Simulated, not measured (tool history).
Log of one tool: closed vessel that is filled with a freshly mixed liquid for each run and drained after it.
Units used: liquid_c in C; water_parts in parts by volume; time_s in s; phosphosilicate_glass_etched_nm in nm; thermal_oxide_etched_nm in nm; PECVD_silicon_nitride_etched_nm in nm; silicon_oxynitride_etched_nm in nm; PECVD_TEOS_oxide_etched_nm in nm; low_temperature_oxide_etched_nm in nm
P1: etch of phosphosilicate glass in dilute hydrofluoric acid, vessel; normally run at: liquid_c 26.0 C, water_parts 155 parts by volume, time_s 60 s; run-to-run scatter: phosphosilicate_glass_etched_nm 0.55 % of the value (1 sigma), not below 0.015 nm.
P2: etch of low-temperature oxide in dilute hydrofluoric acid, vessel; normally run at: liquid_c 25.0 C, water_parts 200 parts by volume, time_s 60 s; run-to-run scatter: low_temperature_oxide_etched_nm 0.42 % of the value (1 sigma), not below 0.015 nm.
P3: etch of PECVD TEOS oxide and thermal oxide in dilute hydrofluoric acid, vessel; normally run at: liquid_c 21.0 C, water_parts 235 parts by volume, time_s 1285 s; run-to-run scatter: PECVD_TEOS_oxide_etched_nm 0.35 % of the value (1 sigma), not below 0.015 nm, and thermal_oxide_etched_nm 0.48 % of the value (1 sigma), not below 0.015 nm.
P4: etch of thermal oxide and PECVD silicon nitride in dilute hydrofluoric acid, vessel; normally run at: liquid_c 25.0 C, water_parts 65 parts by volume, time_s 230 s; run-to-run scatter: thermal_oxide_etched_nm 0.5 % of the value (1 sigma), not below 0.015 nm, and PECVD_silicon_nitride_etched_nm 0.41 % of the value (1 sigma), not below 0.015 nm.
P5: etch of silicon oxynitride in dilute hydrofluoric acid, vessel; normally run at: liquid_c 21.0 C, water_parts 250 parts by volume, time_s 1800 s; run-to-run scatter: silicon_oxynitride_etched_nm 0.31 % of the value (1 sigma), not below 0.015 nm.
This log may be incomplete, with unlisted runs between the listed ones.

run   hour  process  liquid_c  water_parts  time_s  hours since the thermometer was replaced  hours since the hydrofluoric acid flow meter was replaced  phosphosilicate_glass_etched_nm  thermal_oxide_etched_nm  PECVD_silicon_nitride_etched_nm  silicon_oxynitride_etched_nm  PECVD_TEOS_oxide_etched_nm  low_temperature_oxide_etched_nm
  1    7.8       P1      26.0          155      60                                     523.9                                                      123.9                           39.723
  2   18.5       P4      25.0           35     230                                     534.6                                                      134.6                                                   35.7270                          13.6420
  3   25.8       P1      26.0          155     115                                     541.9                                                      141.9                           76.344
  4   35.8       P1      26.0          155      60                                     551.9                                                      151.9                           40.232
  5   44.4       P1      26.0          155      60                                     560.5                                                      160.5                           39.602
  6   50.3       P4      19.5           65     230                                     566.4                                                      166.4                                                   14.6340                           5.1695
  7   60.1       P5      21.0          450    1800                                     576.2                                                      176.2                                                                                                                  4.03960
  8   65.8       P3      17.0          235    1285                                     581.9                                                      181.9                                                   18.2220                                                                                     39.717
  9   75.2       P4      25.0           65     230                                     591.3                                                      191.3                                                   18.5130                           7.4640
 10   81.0       P3      21.0          235     130                                     597.1                                                      197.1                                                    2.1381                                                                                      4.733
 11   87.4       P1      26.0          225      85                                     603.5                                                      203.5                           35.853
 12   92.4       P5      21.0          250     210                                     608.5                                                      208.5                                                                                                                  0.94539
 13  102.1       P1      26.0          155      60                                     618.2                                                      218.2                           39.831
 14  113.3       P2      19.5          200      60                                     629.4                                                      229.4                                                                                                                                                                                4.3560
 15  118.7       P4      25.0           65     230                                     634.8                                                      234.8                                                   18.3820                           7.5255
 16  127.6       P3      21.0          235    1285                                     643.7                                                      243.7                                                   21.1880                                                                                     46.464
 17  136.6       P1      26.0          155      30                                     652.7                                                      252.7                           19.849
 18  147.8       P1      26.0          275      60                                     663.9                                                      263.9                           19.576
 19  158.8       P2      25.0          200      60                                     674.9                                                      274.9                                                                                                                                                                                5.4020
     168.0  -- hydrofluoric acid flow meter replaced
 20  169.7       P1      20.0          155      60                                     685.8                                                        1.7                           31.754
 21  175.4       P5      21.0          250    1800                                     691.5                                                        7.4                                                                                                                  8.25800
 22  182.6       P1      26.0           90      60                                     698.7                                                       14.6                           73.915
 23  188.7       P2      25.0          295      60                                     704.8                                                       20.7                                                                                                                                                                                3.3246
 24  199.8       P1      32.5          155      60                                     715.9                                                       31.8                           50.478
 25  209.4       P1      26.0           80      90                                     725.5                                                       41.4                          127.510
 26  219.0       P1      20.0          155      30                                     735.1                                                       51.0                           15.648
 27  229.4       P4      25.0           65      80                                     745.5                                                       61.4                                                    6.4381                           2.6063
 28  237.0       P2      25.0          200      60                                     753.1                                                       69.0                                                                                                                                                                                5.3856
 29  247.1       P2      25.0          200      30                                     763.2                                                       79.1                                                                                                                                                                                2.7045
 30  257.4       P3      21.0          405    1285                                     773.5                                                       89.4                                                   10.5940                                                                                     23.378
 31  262.7       P5      25.0          250    1800                                     778.8                                                       94.7                                                                                                                  9.80400
 32  273.4       P1      26.0          155      60                                     789.5                                                      105.4                           39.372
 33  282.3       P1      26.0          155      60                                     798.4                                                      114.3                           38.710
 34  292.7       P1      26.0          155      60                                     808.8                                                      124.7                           37.114
 35  297.9       P1      26.0          155      60                                     814.0                                                      129.9                           37.009

Forecast run 36:
 36  306.1       P1      26.0          155      60                                     822.2                                                      138.1                                ?

{"run 36": {"phosphosilicate_glass_etched_nm": 36.712}}
